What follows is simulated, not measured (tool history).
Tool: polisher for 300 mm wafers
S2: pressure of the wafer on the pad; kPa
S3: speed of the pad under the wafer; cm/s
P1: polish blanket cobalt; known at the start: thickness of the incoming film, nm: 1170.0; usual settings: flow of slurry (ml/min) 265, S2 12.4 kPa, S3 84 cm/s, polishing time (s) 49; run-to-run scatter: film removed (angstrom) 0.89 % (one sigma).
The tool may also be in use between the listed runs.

run 1 hour=7.2 | flow_of_slurry_(ml/min)=265 S2=12.4 S3=84 polishing_time_(s)=49 | film_removed_(angstrom)=1712.90
run 2 hour=20.7 | flow_of_slurry_(ml/min)=265 S2=12.4 S3=84 polishing_time_(s)=25 | film_removed_(angstrom)=894.55
run 3 hour=35.5 | flow_of_slurry_(ml/min)=265 S2=12.4 S3=84 polishing_time_(s)=49 | film_removed_(angstrom)=1748.80
run 4 hour=51.6 | flow_of_slurry_(ml/min)=265 S2=8.3 S3=84 polishing_time_(s)=49 | film_removed_(angstrom)=1159.60
run 5 hour=63.2 | flow_of_slurry_(ml/min)=265 S2=12.4 S3=52 polishing_time_(s)=27 | film_removed_(angstrom)=584.82
run 6 hour=79.5 | flow_of_slurry_(ml/min)=265 S2=18.6 S3=84 polishing_time_(s)=49 | film_removed_(angstrom)=2608.10
run 7 hour=91.6 | flow_of_slurry_(ml/min)=370 S2=12.4 S3=84 polishing_time_(s)=49 | film_removed_(angstrom)=1797.00
run 8 hour=106.8 | flow_of_slurry_(ml/min)=160 S2=12.4 S3=84 polishing_time_(s)=72 | film_removed_(angstrom)=2357.00
run 9 hour=116.2 | flow_of_slurry_(ml/min)=265 S2=12.4 S3=84 polishing_time_(s)=49 | film_removed_(angstrom)=1733.70
run 10 hour=125.6 | flow_of_slurry_(ml/min)=265 S2=12.4 S3=126 polishing_time_(s)=49 | film_removed_(angstrom)=2554.10
run 11 hour=136.0 | flow_of_slurry_(ml/min)=265 S2=12.4 S3=38 polishing_time_(s)=49 | film_removed_(angstrom)=787.72
run 12 hour=148.9 | flow_of_slurry_(ml/min)=265 S2=12.4 S3=84 polishing_time_(s)=49 | film_removed_(angstrom)=1739.80
run 13 hour=164.0 | flow_of_slurry_(ml/min)=160 S2=12.4 S3=84 polishing_time_(s)=49 | film_removed_(angstrom)=1630.50
run 14 hour=171.5 | flow_of_slurry_(ml/min)=265 S2=12.4 S3=84 polishing_time_(s)=61 | film_removed_(angstrom)=2158.50
run 15 hour=186.3 | flow_of_slurry_(ml/min)=265 S2=12.4 S3=84 polishing_time_(s)=49 | film_removed_(angstrom)=1747.60
run 16 hour=196.0 | flow_of_slurry_(ml/min)=265 S2=12.4 S3=84 polishing_time_(s)=49 | film_removed_(angstrom)=1731.50
run 17 hour=204.3 | flow_of_slurry_(ml/min)=265 S2=12.4 S3=84 polishing_time_(s)=49 | film_removed_(angstrom)=1709.70
run 18 hour=220.9 | flow_of_slurry_(ml/min)=265 S2=12.4 S3=84 polishing_time_(s)=49 | film_removed_(angstrom)=1691.00
-- hour=227.5 worn pad replaced by a new one
run 19 hour=231.4 | flow_of_slurry_(ml/min)=265 S2=12.4 S3=84 polishing_time_(s)=49 | film_removed_(angstrom)=1632.80
run 20 hour=246.5 | flow_of_slurry_(ml/min)=265 S2=12.4 S3=84 polishing_time_(s)=49 | film_removed_(angstrom)=1646.00
run 21 hour=259.5 | flow_of_slurry_(ml/min)=265 S2=12.4 S3=84 polishing_time_(s)=49 | film_removed_(angstrom)=1643.40
run 22 hour=269.3 | flow_of_slurry_(ml/min)=265 S2=12.4 S3=84 polishing_time_(s)=49 | film_removed_(angstrom)=1638.20
run 23 hour=279.4 | flow_of_slurry_(ml/min)=265 S2=12.4 S3=84 polishing_time_(s)=49 | film_removed_(angstrom)=1647.40

What P1 gives has crept away from where it was. These 2 causes fit the log equally well, each at the size given:
A: head's pressure below its setpoint, % = 5.8
B: slurry flow missing at the pad, % = 37.3
The creep began at about hour 196.0.
Why every other cause is out:
removal rate lost through wear of the pad, %: serviced at hour 227.5, which brought nothing back

4 check runs are offered, each on 5 wafers whose results are averaged, their results left as question marks. Which one tells the causes apart?
run check 1 hour=289.5 | flow_of_slurry_(ml/min)=160 S2=12.4 S3=84 polishing_time_(s)=49 | film_removed_(angstrom)=?
run check 2 hour=289.5 | flow_of_slurry_(ml/min)=265 S2=12.4 S3=38 polishing_time_(s)=31 | film_removed_(angstrom)=?
run check 3 hour=289.5 | flow_of_slurry_(ml/min)=265 S2=10.3 S3=84 polishing_time_(s)=37 | film_removed_(angstrom)=?
run check 4 hour=289.5 | flow_of_slurry_(ml/min)=265 S2=15.2 S3=84 polishing_time_(s)=49 | film_removed_(angstrom)=?

What each check would give under each cause:
check=check_1 result=film_removed_(angstrom) if_A=1536.10 if_B=1482.20
check=check_2 result=film_removed_(angstrom) if_A=469.61 if_B=469.56
check=check_3 result=film_removed_(angstrom) if_A=1032.50 if_B=1032.40
check=check_4 result=film_removed_(angstrom) if_A=2005.50 if_B=2005.20
How far apart the two closest causes lie, in the result that separates them most: check 1 3.57 %; check 2 0.01 %; check 3 0.01 %; check 4 0.01 %
Check 1 tells the causes apart: in the others they would give nearly the same result.

Then check 1 was run and gave: film removed (angstrom) 1542.60. Which cause is it?

It is A: head's pressure below its setpoint, %.
